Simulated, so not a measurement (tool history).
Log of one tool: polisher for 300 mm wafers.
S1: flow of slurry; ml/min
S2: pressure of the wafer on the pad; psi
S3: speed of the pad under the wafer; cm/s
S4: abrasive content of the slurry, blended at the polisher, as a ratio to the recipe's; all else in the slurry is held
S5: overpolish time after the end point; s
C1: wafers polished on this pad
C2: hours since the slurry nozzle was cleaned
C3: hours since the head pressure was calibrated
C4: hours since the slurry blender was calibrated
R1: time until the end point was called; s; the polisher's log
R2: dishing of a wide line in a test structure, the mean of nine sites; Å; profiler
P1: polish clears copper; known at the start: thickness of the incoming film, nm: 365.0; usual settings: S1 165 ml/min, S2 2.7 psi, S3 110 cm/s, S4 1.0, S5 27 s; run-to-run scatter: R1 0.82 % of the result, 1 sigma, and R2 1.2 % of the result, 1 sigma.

run,hour,S1,S2,S3,S4,S5,C1,C2,C3,C4,R1,R2
1,7.5,165,2.7,110,1.0,27,709,287.4,655.3,334.5,122.990,489.05
2,14.5,105,2.7,82,1.0,27,741,294.4,662.3,341.5,180.990,358.70
# hour 17.7: head pressure recalibrated
3,18.6,165,2.7,154,1.0,27,759,298.5,1.0,345.6,87.923,598.92
4,26.8,165,2.7,110,1.5,38,796,306.7,9.2,353.8,113.650,632.80
5,34.1,165,2.7,110,1.5,27,829,314.0,16.5,361.1,112.480,513.51
6,38.6,165,2.7,110,1.0,47,849,318.5,21.0,365.6,122.690,684.90
7,43.8,165,2.7,110,1.0,27,872,323.7,26.2,370.8,122.330,496.50
8,50.9,165,2.7,110,1.0,27,904,330.8,33.3,377.9,124.310,484.89
9,57.5,165,2.7,110,1.0,27,934,337.4,39.9,384.5,124.470,481.57
10,61.7,215,2.7,110,1.0,27,953,341.6,44.1,388.7,119.100,505.63
11,67.7,165,2.7,110,1.0,27,980,347.6,50.1,394.7,121.780,484.93
12,73.4,165,2.7,78,1.0,27,1005,353.3,55.8,400.4,173.560,381.97
# hour 74.4: slurry blender recalibrated
13,80.4,165,2.7,110,0.5,27,1037,360.3,62.8,6.0,141.440,437.25
14,87.8,165,2.7,110,0.7,42,1070,367.7,70.2,13.4,133.670,614.25
15,94.0,165,2.7,110,1.0,8,1098,373.9,76.4,19.6,122.500,180.73
16,97.7,165,4.0,110,1.0,27,1115,377.6,80.1,23.3,83.876,658.95
17,101.4,100,2.7,110,1.0,27,1131,381.3,83.8,27.0,135.680,457.25

The next listed run, before its measurement:
18,106.7,165,1.7,110,1.0,27,1155,386.6,89.1,32.3,?,?

{"run 18": {"R1": 197.45, "R2": 335.67}}

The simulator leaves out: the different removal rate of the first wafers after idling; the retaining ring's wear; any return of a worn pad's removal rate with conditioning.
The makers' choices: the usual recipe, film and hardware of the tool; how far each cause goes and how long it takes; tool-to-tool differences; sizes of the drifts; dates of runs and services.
